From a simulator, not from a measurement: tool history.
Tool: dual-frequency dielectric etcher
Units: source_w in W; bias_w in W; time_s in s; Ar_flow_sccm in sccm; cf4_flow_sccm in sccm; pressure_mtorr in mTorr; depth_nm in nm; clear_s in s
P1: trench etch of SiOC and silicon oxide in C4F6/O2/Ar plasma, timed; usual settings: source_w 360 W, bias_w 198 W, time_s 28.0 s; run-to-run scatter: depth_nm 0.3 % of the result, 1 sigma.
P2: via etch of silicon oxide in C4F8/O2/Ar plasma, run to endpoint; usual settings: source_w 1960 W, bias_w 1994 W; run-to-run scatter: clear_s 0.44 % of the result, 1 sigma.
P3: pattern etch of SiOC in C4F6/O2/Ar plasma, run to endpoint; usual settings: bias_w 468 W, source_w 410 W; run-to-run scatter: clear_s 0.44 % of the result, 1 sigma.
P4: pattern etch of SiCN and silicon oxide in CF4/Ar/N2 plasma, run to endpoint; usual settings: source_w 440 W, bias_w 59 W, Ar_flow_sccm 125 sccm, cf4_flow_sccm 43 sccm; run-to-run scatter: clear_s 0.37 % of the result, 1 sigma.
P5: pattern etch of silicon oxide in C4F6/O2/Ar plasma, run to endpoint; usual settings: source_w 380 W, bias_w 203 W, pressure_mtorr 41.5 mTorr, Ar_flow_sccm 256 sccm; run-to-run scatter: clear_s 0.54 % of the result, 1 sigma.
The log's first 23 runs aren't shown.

run	hour	process	source_w	bias_w	time_s	Ar_flow_sccm	cf4_flow_sccm	pressure_mtorr	hours since the last wet clean	hours since the last source power generator calibration	hours since the last bias power generator calibration	depth_nm	clear_s
24	114.9	P5	290	203		256		41.5	90.8	2281.6	1019.6		12.2730
25	118.1	P4	440	59		125	43		94.0	2284.8	1022.8		16.1410
26	123.3	P4	440	59		79	43		99.2	2290.0	1028.0		14.8990
27	129.0	P4	440	59		125	43		104.9	2295.7	1033.7		16.1620
28	134.4	P2	1960	1994					110.3	2301.1	1039.1		449.7300
29	138.4	P5	380	203		256		41.5	114.3	2305.1	1043.1		10.9180
30	143.7	P1	360	198	28.0				119.6	2310.4	1048.4	57.185	
31	148.7	P3	520	468					124.6	2315.4	1053.4		7.9032
32	154.2	P1	360	198	28.0				130.1	2320.9	1058.9	56.819	
33	158.1	P1	360	198	28.0				134.0	2324.8	1062.8	57.010	

The next listed run, before its measurement:
34	161.5	P1	360	198	28.0				137.4	2328.2	1066.2	?	

Run 34 gave depth_nm 56.261 nm.

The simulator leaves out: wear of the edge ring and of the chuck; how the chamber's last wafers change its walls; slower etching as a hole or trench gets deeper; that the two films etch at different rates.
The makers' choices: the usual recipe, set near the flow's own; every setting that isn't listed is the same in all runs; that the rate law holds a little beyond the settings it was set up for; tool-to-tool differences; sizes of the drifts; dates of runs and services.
